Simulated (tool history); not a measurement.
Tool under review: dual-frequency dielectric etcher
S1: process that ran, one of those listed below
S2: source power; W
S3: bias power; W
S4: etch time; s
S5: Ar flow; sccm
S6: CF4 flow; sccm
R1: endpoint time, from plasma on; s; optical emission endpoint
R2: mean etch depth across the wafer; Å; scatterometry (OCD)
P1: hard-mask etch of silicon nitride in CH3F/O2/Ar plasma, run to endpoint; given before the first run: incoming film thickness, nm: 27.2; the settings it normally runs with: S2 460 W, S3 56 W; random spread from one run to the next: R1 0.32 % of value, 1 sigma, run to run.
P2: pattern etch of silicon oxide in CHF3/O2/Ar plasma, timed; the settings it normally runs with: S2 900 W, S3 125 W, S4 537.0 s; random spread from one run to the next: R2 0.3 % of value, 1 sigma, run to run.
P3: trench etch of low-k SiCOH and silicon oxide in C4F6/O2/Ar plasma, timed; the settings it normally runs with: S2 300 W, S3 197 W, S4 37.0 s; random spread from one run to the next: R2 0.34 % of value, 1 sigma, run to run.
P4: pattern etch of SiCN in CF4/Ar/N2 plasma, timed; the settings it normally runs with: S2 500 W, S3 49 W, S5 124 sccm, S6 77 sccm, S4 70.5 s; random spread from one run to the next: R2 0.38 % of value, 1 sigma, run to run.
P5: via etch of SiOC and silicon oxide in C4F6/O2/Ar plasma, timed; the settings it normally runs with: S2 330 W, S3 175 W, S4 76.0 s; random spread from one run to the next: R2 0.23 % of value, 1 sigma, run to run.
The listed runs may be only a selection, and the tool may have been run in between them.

{"run": 1, "hour": 12.5, "S1": "P1", "S2": 460, "S3": 56, "R1": 40.995}
{"run": 2, "hour": 24.8, "S1": "P2", "S2": 1130, "S3": 125, "S4": 537.0, "R2": 12095.0}
{"run": 3, "hour": 32.5, "S1": "P4", "S2": 500, "S3": 49, "S4": 70.5, "S5": 124, "S6": 77, "R2": 577.92}
{"run": 4, "hour": 41.0, "S1": "P1", "S2": 560, "S3": 56, "R1": 37.836}
{"run": 5, "hour": 49.4, "S1": "P5", "S2": 330, "S3": 175, "S4": 56.0, "R2": 579.3}
{"run": 6, "hour": 55.5, "S1": "P1", "S2": 460, "S3": 56, "R1": 41.309}
{"run": 7, "hour": 68.2, "S1": "P4", "S2": 500, "S3": 58, "S4": 70.5, "S5": 124, "S6": 77, "R2": 610.75}
{"hour": 76.6, "done": "source power generator calibrated"}
{"run": 8, "hour": 81.1, "S1": "P5", "S2": 330, "S3": 175, "S4": 76.0, "R2": 781.62}
{"run": 9, "hour": 93.2, "S1": "P1", "S2": 460, "S3": 56, "R1": 40.876}
{"run": 10, "hour": 105.5, "S1": "P1", "S2": 460, "S3": 75, "R1": 37.137}
{"run": 11, "hour": 116.0, "S1": "P1", "S2": 340, "S3": 56, "R1": 46.077}
{"run": 12, "hour": 122.6, "S1": "P5", "S2": 430, "S3": 175, "S4": 76.0, "R2": 868.06}
{"run": 13, "hour": 130.4, "S1": "P3", "S2": 210, "S3": 197, "S4": 37.0, "R2": 946.09}
{"run": 14, "hour": 137.9, "S1": "P1", "S2": 460, "S3": 40, "R1": 45.41}
{"run": 15, "hour": 145.6, "S1": "P3", "S2": 300, "S3": 257, "S4": 37.0, "R2": 1188.1}
{"run": 16, "hour": 152.9, "S1": "P2", "S2": 900, "S3": 102, "S4": 537.0, "R2": 10377.0}
{"run": 17, "hour": 165.1, "S1": "P4", "S2": 500, "S3": 49, "S4": 70.5, "S5": 124, "S6": 100, "R2": 602.63}
{"hour": 169.0, "done": "bias power generator calibrated"}
{"run": 18, "hour": 174.7, "S1": "P4", "S2": 370, "S3": 49, "S4": 70.5, "S5": 124, "S6": 77, "R2": 441.59}
{"run": 19, "hour": 183.9, "S1": "P1", "S2": 460, "S3": 56, "R1": 41.012}
{"run": 20, "hour": 197.7, "S1": "P3", "S2": 300, "S3": 197, "S4": 24.5, "R2": 717.98}
{"run": 21, "hour": 206.0, "S1": "P5", "S2": 330, "S3": 245, "S4": 76.0, "R2": 875.02}
{"run": 22, "hour": 217.9, "S1": "P3", "S2": 300, "S3": 197, "S4": 37.0, "R2": 1084.2}
{"run": 23, "hour": 231.9, "S1": "P1", "S2": 460, "S3": 56, "R1": 41.203}
{"run": 24, "hour": 243.3, "S1": "P4", "S2": 500, "S3": 49, "S4": 70.5, "S5": 146, "S6": 77, "R2": 562.65}
{"run": 25, "hour": 253.8, "S1": "P3", "S2": 300, "S3": 197, "S4": 37.0, "R2": 1078.9}
{"run": 26, "hour": 264.1, "S1": "P4", "S2": 500, "S3": 49, "S4": 53.5, "S5": 124, "S6": 77, "R2": 437.73}
{"run": 27, "hour": 277.9, "S1": "P2", "S2": 900, "S3": 125, "S4": 716.5, "R2": 14700.0}
{"run": 28, "hour": 285.4, "S1": "P2", "S2": 900, "S3": 125, "S4": 537.0, "R2": 11024.0}
{"run": 29, "hour": 291.8, "S1": "P1", "S2": 580, "S3": 41, "R1": 41.202}
{"run": 30, "hour": 303.5, "S1": "P1", "S2": 460, "S3": 56, "R1": 40.941}
{"run": 31, "hour": 310.3, "S1": "P1", "S2": 460, "S3": 56, "R1": 41.309}
{"run": 32, "hour": 319.9, "S1": "P1", "S2": 460, "S3": 56, "R1": 41.291}
{"run": 33, "hour": 333.9, "S1": "P1", "S2": 460, "S3": 56, "R1": 41.301}
{"hour": 337.6, "done": "wet clean of the chamber"}
{"run": 34, "hour": 340.2, "S1": "P1", "S2": 460, "S3": 56, "R1": 41.874}
{"run": 35, "hour": 347.3, "S1": "P1", "S2": 460, "S3": 56, "R1": 41.636}
{"run": 36, "hour": 353.4, "S1": "P1", "S2": 460, "S3": 56, "R1": 41.629}

P1 has crept away from where it was. The log is fitted equally well by each of these 2 causes, at the sizes shown:
A: source power that arrives under what is set, % = 4.03
B: bias power that arrives under what is set, % = 4.91
Creep in the process output first set in at about hour 303.5.
Other possible causes, and why each is ruled out:
chamber walls in a state that lowers the etch rate, %: serviced at hour 337.6, after the drift had started, without restoring the earlier output

Below are 4 check runs, each averaged over 2 wafers, with their results shown as question marks. Which of them would give clearly different results depending on which cause is behind the drift?
{"run": "check 1", "hour": 359.5, "S1": "P3", "S2": 300, "S3": 197, "S4": 37.0, "R2": "?"}
{"run": "check 2", "hour": 359.5, "S1": "P2", "S2": 900, "S3": 125, "S4": 537.0, "R2": "?"}
{"run": "check 3", "hour": 359.5, "S1": "P5", "S2": 330, "S3": 175, "S4": 76.0, "R2": "?"}
{"run": "check 4", "hour": 359.5, "S1": "P4", "S2": 500, "S3": 49, "S4": 70.5, "S5": 124, "S6": 77, "R2": "?"}

What every check run would give for each of its results, assuming each possible cause in turn:
check=check_1 result=R2 if_A=1067.60 if_B=1066.90
check=check_2 result=R2 if_A=10845.00 if_B=10858.00
check=check_3 result=R2 if_A=769.82 if_B=769.54
check=check_4 result=R2 if_A=557.43 if_B=568.92
Per check, the gap between the least separated pair of causes, taken in the result that splits them most: check 1 0.06 %; check 2 0.12 %; check 3 0.04 %; check 4 2.04 %
Check 4 distinguishes between the causes, while the remaining checks would return nearly the same result for all of them.

With check 4 done, the readings were: R2 569.49 Å. Identify which of the listed causes applies.

B is the cause: bias power that arrives under what is set, %.
